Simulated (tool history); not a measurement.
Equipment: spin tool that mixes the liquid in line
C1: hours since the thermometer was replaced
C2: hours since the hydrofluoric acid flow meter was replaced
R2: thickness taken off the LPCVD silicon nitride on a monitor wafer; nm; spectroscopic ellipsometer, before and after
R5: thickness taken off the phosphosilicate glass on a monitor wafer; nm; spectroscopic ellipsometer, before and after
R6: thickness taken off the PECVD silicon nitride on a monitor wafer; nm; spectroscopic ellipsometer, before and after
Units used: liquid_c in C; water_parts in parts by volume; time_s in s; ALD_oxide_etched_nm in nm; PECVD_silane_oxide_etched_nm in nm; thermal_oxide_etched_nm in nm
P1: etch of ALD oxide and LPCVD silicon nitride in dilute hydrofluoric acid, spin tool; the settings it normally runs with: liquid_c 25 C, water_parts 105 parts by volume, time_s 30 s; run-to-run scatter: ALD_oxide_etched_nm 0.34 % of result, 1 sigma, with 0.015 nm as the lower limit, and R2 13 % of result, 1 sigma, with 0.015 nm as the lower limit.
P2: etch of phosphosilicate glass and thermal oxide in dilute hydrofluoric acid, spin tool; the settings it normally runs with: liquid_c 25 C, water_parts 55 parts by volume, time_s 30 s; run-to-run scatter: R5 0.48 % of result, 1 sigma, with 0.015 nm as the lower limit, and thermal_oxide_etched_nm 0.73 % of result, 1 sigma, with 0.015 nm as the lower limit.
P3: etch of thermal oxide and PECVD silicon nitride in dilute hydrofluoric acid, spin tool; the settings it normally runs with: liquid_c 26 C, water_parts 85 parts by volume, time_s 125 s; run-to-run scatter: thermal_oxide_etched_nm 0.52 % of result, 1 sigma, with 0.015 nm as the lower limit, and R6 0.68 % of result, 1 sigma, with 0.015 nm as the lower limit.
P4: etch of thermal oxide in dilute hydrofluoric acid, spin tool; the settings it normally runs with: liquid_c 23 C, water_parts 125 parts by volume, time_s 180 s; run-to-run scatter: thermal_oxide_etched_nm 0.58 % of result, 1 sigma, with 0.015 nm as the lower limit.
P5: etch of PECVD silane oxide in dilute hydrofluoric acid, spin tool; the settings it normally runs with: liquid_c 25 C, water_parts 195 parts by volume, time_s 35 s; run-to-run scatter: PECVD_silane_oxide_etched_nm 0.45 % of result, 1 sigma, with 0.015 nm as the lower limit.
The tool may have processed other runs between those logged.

Run 1, hour 8: process P1, liquid_c 25 C, water_parts 105 parts by volume, time_s 30 s; C1 985.9; C2 1149.6. Result: ALD_oxide_etched_nm 5.7268 nm, R2 0.16642 nm.
Run 2, hour 15.9: process P5, liquid_c 25 C, water_parts 360 parts by volume, time_s 35 s; C1 993.8; C2 1157.5. Result: PECVD_silane_oxide_etched_nm 2.4946 nm.
Run 3, hour 24.5: process P1, liquid_c 25 C, water_parts 105 parts by volume, time_s 30 s; C1 1002.4; C2 1166.1. Result: ALD_oxide_etched_nm 5.7152 nm, R2 0.14617 nm.
Run 4, hour 36.5: process P4, liquid_c 31.5 C, water_parts 125 parts by volume, time_s 180 s; C1 1014.4; C2 1178.1. Result: thermal_oxide_etched_nm 8.4373 nm.
Run 5, hour 41.8: process P5, liquid_c 25 C, water_parts 195 parts by volume, time_s 60 s; C1 1019.7; C2 1183.4. Result: PECVD_silane_oxide_etched_nm 9.3979 nm.
Run 6, hour 48.2: process P1, liquid_c 25 C, water_parts 105 parts by volume, time_s 30 s; C1 1026.1; C2 1189.8. Result: ALD_oxide_etched_nm 5.7732 nm, R2 0.17389 nm.
Run 7, hour 58.5: process P1, liquid_c 29.5 C, water_parts 105 parts by volume, time_s 30 s; C1 1036.4; C2 1200.1. Result: ALD_oxide_etched_nm 6.8011 nm, R2 0.2313 nm.
Run 8, hour 67.8: process P4, liquid_c 23 C, water_parts 125 parts by volume, time_s 180 s; C1 1045.7; C2 1209.4. Result: thermal_oxide_etched_nm 6.1517 nm.
Run 9, hour 75.4: process P2, liquid_c 25 C, water_parts 55 parts by volume, time_s 30 s; C1 1053.3; C2 1217. Result: thermal_oxide_etched_nm 3.0351 nm, R5 74.227 nm.
Run 10, hour 82.2: process P4, liquid_c 23 C, water_parts 40 parts by volume, time_s 180 s; C1 1060.1; C2 1223.8. Result: thermal_oxide_etched_nm 21.341 nm.
Run 11, hour 90.3: process P1, liquid_c 25 C, water_parts 105 parts by volume, time_s 30 s; C1 1068.2; C2 1231.9. Result: ALD_oxide_etched_nm 5.7243 nm, R2 0.10628 nm.
Run 12, hour 99.8: process P3, liquid_c 26 C, water_parts 85 parts by volume, time_s 125 s; C1 1077.7; C2 1241.4. Result: thermal_oxide_etched_nm 7.812 nm, R6 3.2415 nm.
At hour 105.8: hydrofluoric acid flow meter replaced.
Run 13, hour 107.4: process P4, liquid_c 23 C, water_parts 125 parts by volume, time_s 360 s; C1 1085.3; C2 1.7. Result: thermal_oxide_etched_nm 12.363 nm.
Run 14, hour 117.3: process P1, liquid_c 30 C, water_parts 105 parts by volume, time_s 15 s; C1 1095.2; C2 11.6. Result: ALD_oxide_etched_nm 3.5012 nm, R2 0.11726 nm.
Run 15, hour 127.4: process P5, liquid_c 29.5 C, water_parts 195 parts by volume, time_s 35 s; C1 1105.3; C2 21.7. Result: PECVD_silane_oxide_etched_nm 6.3998 nm.
Run 16, hour 138.8: process P1, liquid_c 25 C, water_parts 105 parts by volume, time_s 30 s; C1 1116.7; C2 33.1. Result: ALD_oxide_etched_nm 5.783 nm, R2 0.18135 nm.
Run 17, hour 144.6: process P3, liquid_c 31 C, water_parts 85 parts by volume, time_s 125 s; C1 1122.5; C2 38.9. Result: thermal_oxide_etched_nm 9.4184 nm, R6 4.4577 nm.
Run 18, hour 155.8: process P2, liquid_c 25 C, water_parts 85 parts by volume, time_s 30 s; C1 1133.7; C2 50.1. Result: thermal_oxide_etched_nm 1.8899 nm, R5 45.91 nm.
Run 19, hour 164.6: process P1, liquid_c 19.5 C, water_parts 155 parts by volume, time_s 30 s; C1 1142.5; C2 58.9. Result: ALD_oxide_etched_nm 2.9618 nm, R2 0.050683 nm.
Run 20, hour 175.1: process P2, liquid_c 25 C, water_parts 55 parts by volume, time_s 15 s; C1 1153; C2 69.4. Result: thermal_oxide_etched_nm 1.512 nm, R5 36.879 nm.
Run 21, hour 181.2: process P1, liquid_c 25 C, water_parts 40 parts by volume, time_s 30 s; C1 1159.1; C2 75.5. Result: ALD_oxide_etched_nm 16.495 nm, R2 0.36954 nm.
Run 22, hour 190.6: process P1, liquid_c 25 C, water_parts 105 parts by volume, time_s 50 s; C1 1168.5; C2 84.9. Result: ALD_oxide_etched_nm 9.6048 nm, R2 0.23805 nm.
Run 23, hour 202.3: process P3, liquid_c 26 C, water_parts 85 parts by volume, time_s 125 s; C1 1180.2; C2 96.6. Result: thermal_oxide_etched_nm 7.7475 nm, R6 3.247 nm.
Run 24, hour 209.3: process P4, liquid_c 23 C, water_parts 125 parts by volume, time_s 180 s; C1 1187.2; C2 103.6. Result: thermal_oxide_etched_nm 6.1532 nm.
Run 25, hour 219: process P2, liquid_c 19.5 C, water_parts 55 parts by volume, time_s 30 s; C1 1196.9; C2 113.3. Result: thermal_oxide_etched_nm 2.381 nm, R5 57.819 nm.
Run 26, hour 230.6: process P1, liquid_c 25 C, water_parts 105 parts by volume, time_s 30 s; C1 1208.5; C2 124.9. Result: ALD_oxide_etched_nm 5.7623 nm, R2 0.18452 nm.
Run 27, hour 239.8: process P1, liquid_c 25 C, water_parts 105 parts by volume, time_s 15 s; C1 1217.7; C2 134.1. Result: ALD_oxide_etched_nm 2.8951 nm, R2 0.079295 nm.
Run 28, hour 246.6: process P5, liquid_c 25 C, water_parts 195 parts by volume, time_s 35 s; C1 1224.5; C2 140.9. Result: PECVD_silane_oxide_etched_nm 5.442 nm.
Run 29, hour 255: process P3, liquid_c 26 C, water_parts 20 parts by volume, time_s 125 s; C1 1232.9; C2 149.3. Result: thermal_oxide_etched_nm 36.461 nm, R6 13.222 nm.
Run 30, hour 260.6: process P3, liquid_c 26 C, water_parts 85 parts by volume, time_s 35 s; C1 1238.5; C2 154.9. Result: thermal_oxide_etched_nm 2.1355 nm, R6 0.92218 nm.
Run 31, hour 265.9: process P1, liquid_c 19 C, water_parts 105 parts by volume, time_s 30 s; C1 1243.8; C2 160.2. Result: ALD_oxide_etched_nm 4.5233 nm, R2 0.081805 nm.
Run 32, hour 277.7: process P1, liquid_c 25 C, water_parts 105 parts by volume, time_s 30 s; C1 1255.6; C2 172. Result: ALD_oxide_etched_nm 5.7575 nm, R2 0.1309 nm.
Run 33, hour 283.5: process P1, liquid_c 25 C, water_parts 145 parts by volume, time_s 30 s; C1 1261.4; C2 177.8. Result: ALD_oxide_etched_nm 3.9592 nm, R2 0.093475 nm.
Run 34, hour 290.3: process P5, liquid_c 25 C, water_parts 195 parts by volume, time_s 35 s; C1 1268.2; C2 184.6. Result: PECVD_silane_oxide_etched_nm 5.4552 nm.
Run 35, hour 298.9: process P1, liquid_c 25 C, water_parts 105 parts by volume, time_s 30 s; C1 1276.8; C2 193.2. Result: ALD_oxide_etched_nm 5.7521 nm, R2 0.1388 nm.
Run 36, hour 307.3: process P1, liquid_c 25 C, water_parts 105 parts by volume, time_s 30 s; C1 1285.2; C2 201.6. Result: ALD_oxide_etched_nm 5.6279 nm, R2 0.13489 nm.
Run 37, hour 315.3: process P1, liquid_c 25 C, water_parts 105 parts by volume, time_s 30 s; C1 1293.2; C2 209.6. Result: ALD_oxide_etched_nm 5.5992 nm, R2 0.13015 nm.
Run 38, hour 321.9: process P1, liquid_c 25 C, water_parts 105 parts by volume, time_s 30 s; C1 1299.8; C2 216.2. Result: ALD_oxide_etched_nm 5.55 nm, R2 0.086694 nm.
Run 39, hour 331.7: process P1, liquid_c 25 C, water_parts 105 parts by volume, time_s 30 s; C1 1309.6; C2 226. Result: ALD_oxide_etched_nm 5.5126 nm, R2 0.11993 nm.
Run 40, hour 337.6: process P1, liquid_c 25 C, water_parts 105 parts by volume, time_s 30 s; C1 1315.5; C2 231.9. Result: ALD_oxide_etched_nm 5.509 nm, R2 0.18294 nm.
Run 41, hour 344.7: process P1, liquid_c 25 C, water_parts 105 parts by volume, time_s 30 s; C1 1322.6; C2 239. Result: ALD_oxide_etched_nm 5.4933 nm, R2 0.1172 nm.
Run 42, hour 355.9: process P1, liquid_c 25 C, water_parts 105 parts by volume, time_s 30 s; C1 1333.8; C2 250.2. Result: ALD_oxide_etched_nm 5.4423 nm, R2 0.15345 nm.
Run 43, hour 365.7: process P1, liquid_c 25 C, water_parts 105 parts by volume, time_s 30 s; C1 1343.6; C2 260. Result: ALD_oxide_etched_nm 5.4547 nm, R2 0.12744 nm.
Run 44, hour 374.5: process P1, liquid_c 25 C, water_parts 105 parts by volume, time_s 30 s; C1 1352.4; C2 268.8. Result: ALD_oxide_etched_nm 5.4779 nm, R2 0.14228 nm.
Run 45, hour 385.1: process P1, liquid_c 25 C, water_parts 105 parts by volume, time_s 30 s; C1 1363; C2 279.4. Result: ALD_oxide_etched_nm 5.4883 nm, R2 0.10539 nm.

P1 no longer gives what it gave before; its output has crept away from where it was. The following 2 causes, each at its listed size, fit the log equally well:
A: liquid colder than its thermometer reads (K) = 1.4
B: hydrofluoric acid flow below the setpoint (%) = 4.74
The onset of the drift is placed at about hour 298.9.

Below are 4 check runs, each averaged over 2 wafers, with their results shown as question marks. Which of them would give clearly different results depending on which cause is behind the drift?
Run check 1, hour 395.7: process P5, liquid_c 25 C, water_parts 195 parts by volume, time_s 35 s. Result: PECVD_silane_oxide_etched_nm ?.
Run check 2, hour 395.7: process P4, liquid_c 23 C, water_parts 125 parts by volume, time_s 180 s. Result: thermal_oxide_etched_nm ?.
Run check 3, hour 395.7: process P3, liquid_c 26 C, water_parts 85 parts by volume, time_s 125 s. Result: thermal_oxide_etched_nm ?, R6 ?.
Run check 4, hour 395.7: process P2, liquid_c 25 C, water_parts 55 parts by volume, time_s 30 s. Result: thermal_oxide_etched_nm ?, R5 ?.

If the cause were each of the candidates in turn, the checks would give the following:
  check                        result    if A    if B
check 1  PECVD_silane_oxide_etched_nm  5.1609  5.1225
check 2       thermal_oxide_etched_nm  5.8297  5.8276
check 3       thermal_oxide_etched_nm  7.3674  7.3772
check 3                            R6  2.9573  3.0897
check 4       thermal_oxide_etched_nm  2.8555  2.8697
check 4                            R5  69.523  69.867
Per check, the gap between the least separated pair of causes, taken in the result that splits them most: check 1 0.75 %; check 2 0.04 %; check 3 4.38 %; check 4 0.49 %
The other checks would show nearly matching results whichever cause is true, so check 3 is the only one that separates the causes.

Check 3 has now been run. It gave: thermal_oxide_etched_nm 7.3753 nm; R6 3.0845 nm. Which of the candidate causes is it?

It is B: hydrofluoric acid flow below the setpoint (%).

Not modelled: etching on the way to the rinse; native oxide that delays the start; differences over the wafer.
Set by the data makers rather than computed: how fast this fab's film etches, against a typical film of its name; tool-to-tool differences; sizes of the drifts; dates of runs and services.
